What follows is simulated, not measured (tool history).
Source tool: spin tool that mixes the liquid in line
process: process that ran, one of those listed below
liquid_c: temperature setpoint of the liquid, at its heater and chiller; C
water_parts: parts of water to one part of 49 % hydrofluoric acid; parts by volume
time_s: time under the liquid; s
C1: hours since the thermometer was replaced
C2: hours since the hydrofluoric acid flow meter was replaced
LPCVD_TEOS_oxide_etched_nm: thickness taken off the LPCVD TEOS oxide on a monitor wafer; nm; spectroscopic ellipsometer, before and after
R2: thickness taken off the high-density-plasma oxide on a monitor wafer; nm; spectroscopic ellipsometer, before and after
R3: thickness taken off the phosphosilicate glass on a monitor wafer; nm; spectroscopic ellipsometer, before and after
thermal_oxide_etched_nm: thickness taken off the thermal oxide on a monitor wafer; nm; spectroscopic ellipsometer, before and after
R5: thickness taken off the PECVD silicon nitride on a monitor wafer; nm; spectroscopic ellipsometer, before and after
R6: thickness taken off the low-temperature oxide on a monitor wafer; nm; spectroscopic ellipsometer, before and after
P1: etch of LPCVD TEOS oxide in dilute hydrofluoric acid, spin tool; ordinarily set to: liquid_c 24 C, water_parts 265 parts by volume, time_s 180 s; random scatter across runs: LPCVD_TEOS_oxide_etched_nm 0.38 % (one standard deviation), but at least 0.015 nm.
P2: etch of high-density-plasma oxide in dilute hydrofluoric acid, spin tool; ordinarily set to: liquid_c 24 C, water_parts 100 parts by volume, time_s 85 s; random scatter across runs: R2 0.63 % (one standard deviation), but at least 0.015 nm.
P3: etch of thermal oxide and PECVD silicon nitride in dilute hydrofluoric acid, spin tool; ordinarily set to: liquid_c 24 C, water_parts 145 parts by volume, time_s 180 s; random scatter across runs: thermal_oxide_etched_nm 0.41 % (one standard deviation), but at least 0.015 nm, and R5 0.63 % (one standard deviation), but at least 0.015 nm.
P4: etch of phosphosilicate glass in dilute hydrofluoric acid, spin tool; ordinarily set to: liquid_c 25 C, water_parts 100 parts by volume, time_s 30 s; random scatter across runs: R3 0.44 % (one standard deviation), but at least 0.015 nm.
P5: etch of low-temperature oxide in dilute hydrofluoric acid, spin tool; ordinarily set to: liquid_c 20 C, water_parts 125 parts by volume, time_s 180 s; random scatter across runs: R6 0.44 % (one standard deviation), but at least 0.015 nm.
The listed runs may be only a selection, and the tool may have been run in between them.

{"run": 1, "day": 0.258, "process": "P1", "liquid_c": 24, "water_parts": 265, "time_s": 180, "C1": 1626.5, "C2": 1155.7, "LPCVD_TEOS_oxide_etched_nm": 11.794}
{"run": 2, "day": 0.488, "process": "P1", "liquid_c": 24, "water_parts": 265, "time_s": 180, "C1": 1632, "C2": 1161.2, "LPCVD_TEOS_oxide_etched_nm": 11.823}
{"run": 3, "day": 0.879, "process": "P1", "liquid_c": 24, "water_parts": 265, "time_s": 180, "C1": 1641.4, "C2": 1170.6, "LPCVD_TEOS_oxide_etched_nm": 11.775}
{"run": 4, "day": 1.225, "process": "P2", "liquid_c": 24, "water_parts": 140, "time_s": 85, "C1": 1649.7, "C2": 1178.9, "R2": 3.0078}
{"run": 5, "day": 1.483, "process": "P1", "liquid_c": 18, "water_parts": 265, "time_s": 180, "C1": 1655.9, "C2": 1185.1, "LPCVD_TEOS_oxide_etched_nm": 9.4458}
{"run": 6, "day": 1.654, "process": "P4", "liquid_c": 19, "water_parts": 100, "time_s": 30, "C1": 1660, "C2": 1189.2, "R3": 25.614}
{"run": 7, "day": 1.912, "process": "P2", "liquid_c": 24, "water_parts": 100, "time_s": 85, "C1": 1666.2, "C2": 1195.4, "R2": 4.4587}
{"run": 8, "day": 2.108, "process": "P3", "liquid_c": 24, "water_parts": 145, "time_s": 180, "C1": 1670.9, "C2": 1200.1, "thermal_oxide_etched_nm": 5.3289, "R5": 4.6719}
{"run": 9, "day": 2.462, "process": "P5", "liquid_c": 20, "water_parts": 125, "time_s": 15, "C1": 1679.4, "C2": 1208.6, "R6": 1.1707}
{"run": 10, "day": 2.667, "process": "P5", "liquid_c": 20, "water_parts": 125, "time_s": 180, "C1": 1684.3, "C2": 1213.5, "R6": 14.325}
{"run": 11, "day": 2.979, "process": "P2", "liquid_c": 24, "water_parts": 100, "time_s": 85, "C1": 1691.8, "C2": 1221, "R2": 4.3941}
{"run": 12, "day": 3.258, "process": "P3", "liquid_c": 24, "water_parts": 145, "time_s": 15, "C1": 1698.5, "C2": 1227.7, "thermal_oxide_etched_nm": 0.46675, "R5": 0.34792}
{"run": 13, "day": 3.65, "process": "P1", "liquid_c": 24, "water_parts": 265, "time_s": 60, "C1": 1707.9, "C2": 1237.1, "LPCVD_TEOS_oxide_etched_nm": 3.9081}
{"run": 14, "day": 3.846, "process": "P2", "liquid_c": 24, "water_parts": 100, "time_s": 140, "C1": 1712.6, "C2": 1241.8, "R2": 7.2163}
{"run": 15, "day": 4.033, "process": "P1", "liquid_c": 24, "water_parts": 50, "time_s": 180, "C1": 1717.1, "C2": 1246.3, "LPCVD_TEOS_oxide_etched_nm": 80.325}
{"run": 16, "day": 4.258, "process": "P1", "liquid_c": 30, "water_parts": 455, "time_s": 180, "C1": 1722.5, "C2": 1251.7, "LPCVD_TEOS_oxide_etched_nm": 6.9702}
{"run": 17, "day": 4.475, "process": "P1", "liquid_c": 18, "water_parts": 265, "time_s": 320, "C1": 1727.7, "C2": 1256.9, "LPCVD_TEOS_oxide_etched_nm": 16.754}
{"run": 18, "day": 4.825, "process": "P3", "liquid_c": 31.5, "water_parts": 145, "time_s": 180, "C1": 1736.1, "C2": 1265.3, "thermal_oxide_etched_nm": 6.9883, "R5": 7.4478}
{"run": 19, "day": 5.1, "process": "P1", "liquid_c": 24, "water_parts": 265, "time_s": 180, "C1": 1742.7, "C2": 1271.9, "LPCVD_TEOS_oxide_etched_nm": 11.771}
{"run": 20, "day": 5.275, "process": "P1", "liquid_c": 24, "water_parts": 265, "time_s": 325, "C1": 1746.9, "C2": 1276.1, "LPCVD_TEOS_oxide_etched_nm": 21.169}
{"run": 21, "day": 5.508, "process": "P5", "liquid_c": 20, "water_parts": 190, "time_s": 180, "C1": 1752.5, "C2": 1281.7, "R6": 8.7935}
{"run": 22, "day": 5.708, "process": "P5", "liquid_c": 28, "water_parts": 125, "time_s": 180, "C1": 1757.3, "C2": 1286.5, "R6": 19.51}
{"run": 23, "day": 5.975, "process": "P4", "liquid_c": 25, "water_parts": 100, "time_s": 30, "C1": 1763.7, "C2": 1292.9, "R3": 32.735}
{"run": 24, "day": 6.217, "process": "P1", "liquid_c": 24, "water_parts": 265, "time_s": 180, "C1": 1769.5, "C2": 1298.7, "LPCVD_TEOS_oxide_etched_nm": 11.724}
{"run": 25, "day": 6.512, "process": "P1", "liquid_c": 32, "water_parts": 265, "time_s": 180, "C1": 1776.6, "C2": 1305.8, "LPCVD_TEOS_oxide_etched_nm": 15.394}
{"run": 26, "day": 6.738, "process": "P4", "liquid_c": 25, "water_parts": 100, "time_s": 15, "C1": 1782, "C2": 1311.2, "R3": 16.22}
{"run": 27, "day": 7.046, "process": "P4", "liquid_c": 25, "water_parts": 185, "time_s": 30, "C1": 1789.4, "C2": 1318.6, "R3": 16.005}
{"day": 7.233, "done": "thermometer replaced"}
{"run": 28, "day": 7.267, "process": "P2", "liquid_c": 32, "water_parts": 100, "time_s": 85, "C1": 0.9, "C2": 1323.9, "R2": 5.9731}
{"run": 29, "day": 7.542, "process": "P1", "liquid_c": 24, "water_parts": 410, "time_s": 180, "C1": 7.5, "C2": 1330.5, "LPCVD_TEOS_oxide_etched_nm": 6.6576}
{"run": 30, "day": 7.929, "process": "P1", "liquid_c": 24, "water_parts": 265, "time_s": 180, "C1": 16.8, "C2": 1339.8, "LPCVD_TEOS_oxide_etched_nm": 11.817}
{"run": 31, "day": 8.246, "process": "P3", "liquid_c": 24, "water_parts": 35, "time_s": 180, "C1": 24.4, "C2": 1347.4, "thermal_oxide_etched_nm": 25.473, "R5": 18.702}
{"run": 32, "day": 8.567, "process": "P1", "liquid_c": 24, "water_parts": 265, "time_s": 180, "C1": 32.1, "C2": 1355.1, "LPCVD_TEOS_oxide_etched_nm": 11.728}
{"run": 33, "day": 8.9, "process": "P1", "liquid_c": 24, "water_parts": 265, "time_s": 180, "C1": 40.1, "C2": 1363.1, "LPCVD_TEOS_oxide_etched_nm": 12.08}
{"run": 34, "day": 9.246, "process": "P1", "liquid_c": 24, "water_parts": 265, "time_s": 180, "C1": 48.4, "C2": 1371.4, "LPCVD_TEOS_oxide_etched_nm": 12.28}
{"run": 35, "day": 9.629, "process": "P1", "liquid_c": 24, "water_parts": 265, "time_s": 180, "C1": 57.6, "C2": 1380.6, "LPCVD_TEOS_oxide_etched_nm": 12.409}
{"run": 36, "day": 9.95, "process": "P1", "liquid_c": 24, "water_parts": 265, "time_s": 180, "C1": 65.3, "C2": 1388.3, "LPCVD_TEOS_oxide_etched_nm": 12.388}
{"run": 37, "day": 10.304, "process": "P1", "liquid_c": 24, "water_parts": 265, "time_s": 180, "C1": 73.8, "C2": 1396.8, "LPCVD_TEOS_oxide_etched_nm": 12.448}
{"run": 38, "day": 10.65, "process": "P1", "liquid_c": 24, "water_parts": 265, "time_s": 180, "C1": 82.1, "C2": 1405.1, "LPCVD_TEOS_oxide_etched_nm": 12.559}
{"run": 39, "day": 10.883, "process": "P1", "liquid_c": 24, "water_parts": 265, "time_s": 180, "C1": 87.7, "C2": 1410.7, "LPCVD_TEOS_oxide_etched_nm": 12.466}

Compared with where it was, what P1 gives has crept away. Each cause listed below fits the log as well as the rest, at the size given for it:
A: hydrofluoric acid flow above the setpoint (%) = 4.72
B: liquid hotter than its thermometer reads (K) = 1.66
The creep began at about day 8.567.

Which of the 4 check runs listed below, each an average over 2 wafers with its results shown as question marks, gives clearly different results under the different listed causes?
{"run": "check 1", "day": 11.117, "process": "P2", "liquid_c": 27, "water_parts": 100, "time_s": 85, "R2": "?"}
{"run": "check 2", "day": 11.117, "process": "P5", "liquid_c": 27.5, "water_parts": 125, "time_s": 20, "R6": "?"}
{"run": "check 3", "day": 11.117, "process": "P3", "liquid_c": 24, "water_parts": 145, "time_s": 75, "thermal_oxide_etched_nm": "?", "R5": "?"}
{"run": "check 4", "day": 11.117, "process": "P4", "liquid_c": 25, "water_parts": 155, "time_s": 15, "R3": "?"}

What each check would give under each cause:
check=check_1 result=R2 if_A=5.2325 if_B=5.2924
check=check_2 result=R6 if_A=2.2484 if_B=2.2678
check=check_3 result=thermal_oxide_etched_nm if_A=2.3373 if_B=2.3595
check=check_3 result=R5 if_A=2.0105 if_B=2.1367
check=check_4 result=R3 if_A=10.39 if_B=10.471
Gap, in per cent, between the two causes that each check separates least, read from the result that separates them most: check 1 1.14 %; check 2 0.86 %; check 3 6.09 %; check 4 0.78 %
Only in check 3 would the causes give clearly different results; in the remaining checks their results would be nearly the same.

After running check 3, the following was obtained: thermal_oxide_etched_nm 2.352 nm; R5 2.1243 nm. Which cause does this point to?

The cause is B: liquid hotter than its thermometer reads (K).
